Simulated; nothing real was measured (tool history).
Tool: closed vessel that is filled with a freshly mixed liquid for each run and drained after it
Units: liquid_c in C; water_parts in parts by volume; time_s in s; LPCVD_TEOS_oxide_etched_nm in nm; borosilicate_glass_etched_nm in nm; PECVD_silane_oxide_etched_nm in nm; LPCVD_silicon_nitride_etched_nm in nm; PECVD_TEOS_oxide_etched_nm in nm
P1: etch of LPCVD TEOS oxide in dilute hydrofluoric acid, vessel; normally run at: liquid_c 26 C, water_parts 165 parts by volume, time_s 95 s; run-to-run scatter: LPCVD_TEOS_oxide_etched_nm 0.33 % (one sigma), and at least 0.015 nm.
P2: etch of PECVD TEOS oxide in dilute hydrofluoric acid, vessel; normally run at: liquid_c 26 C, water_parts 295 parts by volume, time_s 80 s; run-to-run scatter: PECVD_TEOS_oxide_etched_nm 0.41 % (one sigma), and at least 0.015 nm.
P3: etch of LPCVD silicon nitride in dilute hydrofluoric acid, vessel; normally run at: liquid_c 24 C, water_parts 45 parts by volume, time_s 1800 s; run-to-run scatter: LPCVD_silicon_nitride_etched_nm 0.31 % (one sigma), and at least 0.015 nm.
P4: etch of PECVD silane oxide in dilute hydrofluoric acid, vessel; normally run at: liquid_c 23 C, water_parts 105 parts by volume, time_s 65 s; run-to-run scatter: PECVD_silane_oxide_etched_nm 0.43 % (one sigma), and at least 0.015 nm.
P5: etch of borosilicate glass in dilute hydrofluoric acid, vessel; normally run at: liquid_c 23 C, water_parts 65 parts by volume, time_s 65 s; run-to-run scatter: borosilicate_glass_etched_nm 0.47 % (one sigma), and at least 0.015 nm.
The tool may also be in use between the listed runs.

run   hour  process  liquid_c  water_parts  time_s  hours since the thermometer was replaced  hours since the hydrofluoric acid flow meter was replaced  LPCVD_TEOS_oxide_etched_nm  borosilicate_glass_etched_nm  PECVD_silane_oxide_etched_nm  LPCVD_silicon_nitride_etched_nm  PECVD_TEOS_oxide_etched_nm
  1      9       P1        26          165      95                                     985.6                                                      173.4                      9.5694
  2   15.2       P1        26          165     145                                     991.8                                                      179.6                       14.61
  3   19.7       P1        26          250      95                                     996.3                                                      184.1                       5.788
  4   29.1       P5        23           65      65                                    1005.7                                                      193.5                                                    32.482
  5   36.8       P1      21.5          165      30                                    1013.4                                                      201.2                      2.5291
  6   44.6       P4        23          165      65                                    1021.2                                                        209                                                                                  12.402
  7     54       P3        24           20    1800                                    1030.6                                                      218.4                                                                                                                   54.149
  8   63.6       P1        26          165      95                                    1040.2                                                        228                      9.5764
  9   72.3       P4        23          105      65                                    1048.9                                                      236.7                                                                                  20.731
 10   82.1       P5        23           65     110                                    1058.7                                                      246.5                                                    55.035
 11   89.2       P3        24           45    2825                                    1065.8                                                      253.6                                                                                                                   39.167
 12   96.4       P3        24           45    1800                                      1073                                                      260.8                                                                                                                   24.871
 13  105.1       P1        26           45      95                                    1081.7                                                      269.5                       40.97
 14  112.6       P4        17          105      65                                    1089.2                                                        277                                                                                  16.362
 15  119.8       P2      30.5          295      80                                    1096.4                                                      284.2                                                                                                                                               5.8191
 16  126.1       P2        26           80      80                                    1102.7                                                      290.5                                                                                                                                               23.886
 17    136       P1        26          165      95                                    1112.6                                                      300.4                      9.5655
 18  145.7       P3        24           45    1800                                    1122.3                                                      310.1                                                                                                                   24.738
 19  153.8       P2        26          295      80                                    1130.4                                                      318.2                                                                                                                                                5.046
 20  163.4       P2        26          295     155                                      1140                                                      327.8                                                                                                                                               9.6877
 21  170.9       P1        34          165      95                                    1147.5                                                      335.3                      12.673
 22  177.9       P5        23          110      65                                    1154.5                                                      342.3                                                    18.207
 23  187.1       P1        26          165      30                                    1163.7                                                      351.5                      2.9986
 24  195.9       P5        17           65      65                                    1172.5                                                      360.3                                                    25.442
 25  205.6       P5        23           65      65                                    1182.2                                                        370                                                    32.315
 26  210.2       P1        26          165      95                                    1186.8                                                      374.6                      9.5494
 27  219.3       P1      31.5          165     165                                    1195.9                                                      383.7                      20.348
 28  229.3       P1        26          165      95                                    1205.9                                                      393.7                      9.5822
 29  237.3       P3      19.5           45    1800                                    1213.9                                                      401.7                                                                                                                   18.239
 30  244.6       P4        23          105      35                                    1221.2                                                        409                                                                                   11.31
 31  252.6       P1        26          165      95                                    1229.2                                                        417                      9.5703
 32  260.5       P1      19.5          165      95                                    1237.1                                                      424.9                      7.4861
 33  265.2       P2        26          295      80                                    1241.8                                                      429.6                                                                                                                                                5.084
 34  272.8       P1      21.5          165     130                                    1249.4                                                      437.2                      11.044
 35  278.8       P1        26          165      95                                    1255.4                                                      443.2                      9.5725
 36    285       P1        26          165      95                                    1261.6                                                      449.4                      9.9364
 37  291.9       P1        26          165      95                                    1268.5                                                      456.3                      10.137
 38  296.6       P1        26          165      95                                    1273.2                                                        461                      10.295
 39  305.3       P1        26          165      95                                    1281.9                                                      469.7                      10.339
 40  311.2       P1        26          165      95                                    1287.8                                                      475.6                      10.418
 41  315.7       P1        26          165      95                                    1292.3                                                      480.1                      10.373
 42  322.8       P1        26          165      95                                    1299.4                                                      487.2                      10.424
 43  328.4       P1        26          165      95                                      1305                                                      492.8                      10.341

What P1 gives has crept away from where it was. These 2 causes fit the log equally well, each at the size given:
A: hydrofluoric acid flow above the setpoint (%) = 7.13
B: liquid hotter than its thermometer reads (K) = 2.24
The creep began at about hour 278.8.

4 check runs are offered, one wafer each, their results left as question marks. Which one tells the causes apart?
check 1   334       P4        23          160      65                                                                                                                                                                                            ?
check 2   334       P3        24           30    1800                                                                                                                                                                                                                             ?
check 3   334       P2      29.5          165      80                                                                                                                                                                                                                                                         ?
check 4   334       P5        23          105      65                                                                                                                                                              ?

What each check would give under each cause:
  check                           result    if A    if B
check 1     PECVD_silane_oxide_etched_nm  13.972  14.031
check 2  LPCVD_silicon_nitride_etched_nm  39.405  42.891
check 3       PECVD_TEOS_oxide_etched_nm   12.86  12.811
check 4     borosilicate_glass_etched_nm  20.736  20.967
How far apart the two closest causes lie, in the result that separates them most: check 1 0.42 %; check 2 8.48 %; check 3 0.39 %; check 4 1.11 %
Only check 2 tells the causes apart: in the others they would give nearly the same result.

Check 2 was then run and gave: LPCVD_silicon_nitride_etched_nm 39.425 nm. Which cause is it?

It is A: hydrofluoric acid flow above the setpoint (%).

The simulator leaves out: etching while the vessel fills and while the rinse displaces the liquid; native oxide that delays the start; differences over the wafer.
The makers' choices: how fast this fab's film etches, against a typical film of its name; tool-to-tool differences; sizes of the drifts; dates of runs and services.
